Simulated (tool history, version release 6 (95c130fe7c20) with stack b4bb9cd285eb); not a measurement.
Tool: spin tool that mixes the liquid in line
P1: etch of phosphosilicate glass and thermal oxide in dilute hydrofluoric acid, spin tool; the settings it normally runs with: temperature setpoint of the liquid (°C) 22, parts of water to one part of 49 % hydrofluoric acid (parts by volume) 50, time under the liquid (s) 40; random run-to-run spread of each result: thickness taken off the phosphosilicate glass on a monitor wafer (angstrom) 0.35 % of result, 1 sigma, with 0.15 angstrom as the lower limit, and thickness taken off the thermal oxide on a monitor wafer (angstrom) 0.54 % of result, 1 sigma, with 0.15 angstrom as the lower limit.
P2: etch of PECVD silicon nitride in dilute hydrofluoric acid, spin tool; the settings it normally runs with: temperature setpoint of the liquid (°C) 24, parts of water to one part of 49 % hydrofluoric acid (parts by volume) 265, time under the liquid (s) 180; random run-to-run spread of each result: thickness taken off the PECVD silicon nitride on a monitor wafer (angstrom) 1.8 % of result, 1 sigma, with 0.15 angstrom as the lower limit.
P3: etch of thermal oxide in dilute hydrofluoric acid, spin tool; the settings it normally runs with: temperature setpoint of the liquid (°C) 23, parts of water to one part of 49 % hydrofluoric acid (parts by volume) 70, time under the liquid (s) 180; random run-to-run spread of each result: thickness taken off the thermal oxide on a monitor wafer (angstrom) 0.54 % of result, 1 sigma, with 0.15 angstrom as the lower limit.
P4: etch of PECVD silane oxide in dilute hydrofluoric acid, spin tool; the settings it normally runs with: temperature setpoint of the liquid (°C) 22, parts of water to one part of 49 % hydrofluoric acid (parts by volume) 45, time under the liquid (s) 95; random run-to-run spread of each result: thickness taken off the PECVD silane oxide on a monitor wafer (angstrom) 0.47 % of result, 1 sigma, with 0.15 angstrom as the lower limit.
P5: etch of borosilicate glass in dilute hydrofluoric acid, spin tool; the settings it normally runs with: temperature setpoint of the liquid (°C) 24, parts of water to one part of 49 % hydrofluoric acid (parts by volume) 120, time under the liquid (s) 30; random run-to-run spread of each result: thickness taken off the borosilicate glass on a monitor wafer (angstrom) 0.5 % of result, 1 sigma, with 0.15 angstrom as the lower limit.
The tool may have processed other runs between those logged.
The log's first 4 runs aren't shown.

| run | day | process that ran | temperature setpoint of the liquid (°C) | parts of water to one part of 49 % hydrofluoric acid (parts by volume) | time under the liquid (s) | hours since the thermometer was replaced | hours since the hydrofluoric acid flow meter was replaced | thickness taken off the phosphosilicate glass on a monitor wafer (angstrom) | thickness taken off the thermal oxide on a monitor wafer (angstrom) | thickness taken off the borosilicate glass on a monitor wafer (angstrom) | thickness taken off the PECVD silane oxide on a monitor wafer (angstrom) | thickness taken off the PECVD silicon nitride on a monitor wafer (angstrom) |
|---|---|---|---|---|---|---|---|---|---|---|---|---|
| 5 | 2.004 | P1 | 22 | 50 | 40 | 1294.6 | 213 | 474.14 | 36.952 |  |  |  |
| 6 | 2.567 | P5 | 24 | 25 | 30 | 1308.1 | 226.5 |  |  | 366.82 |  |  |
| 7 | 3.104 | P1 | 22 | 25 | 40 | 1321 | 239.4 | 977.43 | 75.733 |  |  |  |
| 8 | 3.588 | P4 | 22 | 75 | 95 | 1332.6 | 251 |  |  |  | 251.29 |  |
| 9 | 3.917 | P1 | 22 | 50 | 40 | 1340.5 | 258.9 | 475.11 | 37.34 |  |  |  |
| 10 | 4.338 | P4 | 22 | 45 | 95 | 1350.6 | 269 |  |  |  | 432.17 |  |
| 11 | 4.946 | P5 | 24 | 120 | 30 | 1365.2 | 283.6 |  |  | 66.982 |  |  |
| 12 | 5.446 | P4 | 22 | 45 | 95 | 1377.2 | 295.6 |  |  |  | 435.18 |  |
| 13 | 5.946 | P1 | 22 | 50 | 40 | 1389.2 | 307.6 | 475.23 | 37.164 |  |  |  |
| 14 | 6.233 | P3 | 23 | 70 | 325 | 1396.1 | 314.5 |  | 223.7 |  |  |  |
| 15 | 6.729 | P1 | 17 | 50 | 40 | 1408 | 326.4 | 382.26 | 29.711 |  |  |  |
| 16 | 7.208 | P5 | 24 | 120 | 30 | 1419.5 | 337.9 |  |  | 66.823 |  |  |
| 17 | 7.521 | P1 | 22 | 50 | 15 | 1427 | 345.4 | 178.02 | 13.974 |  |  |  |
| 18 | 8.096 | P1 | 22 | 30 | 20 | 1440.8 | 359.2 | 404.92 | 32.034 |  |  |  |
| 19 | 8.542 | P2 | 24 | 265 | 180 | 1451.5 | 369.9 |  |  |  |  | 12.08 |
| 20 | 9.029 | P2 | 28.5 | 265 | 180 | 1463.2 | 381.6 |  |  |  |  | 15.389 |
| 21 | 9.412 | P3 | 17 | 70 | 180 | 1472.4 | 390.8 |  | 96.9 |  |  |  |
| 22 | 9.708 | P1 | 22 | 80 | 40 | 1479.5 | 397.9 | 286.1 | 22.656 |  |  |  |
| 23 | 10.188 | P1 | 29.5 | 50 | 40 | 1491 | 409.4 | 642.17 | 50.543 |  |  |  |
| 24 | 10.671 | P2 | 24 | 265 | 265 | 1502.6 | 421 |  |  |  |  | 17.604 |
| 25 | 11.258 | P5 | 24 | 120 | 15 | 1516.7 | 435.1 |  |  | 33.37 |  |  |
| 26 | 11.862 | P1 | 22 | 50 | 40 | 1531.2 | 449.6 | 474.94 | 37.211 |  |  |  |

Run 27 has not been measured yet. What should we expect?
| 27 | 12.312 | P2 | 24 | 265 | 180 | 1542 | 460.4 |  |  |  |  | ? |

{"run 27": {"thickness taken off the PECVD silicon nitride on a monitor wafer (angstrom)": 11.977}}
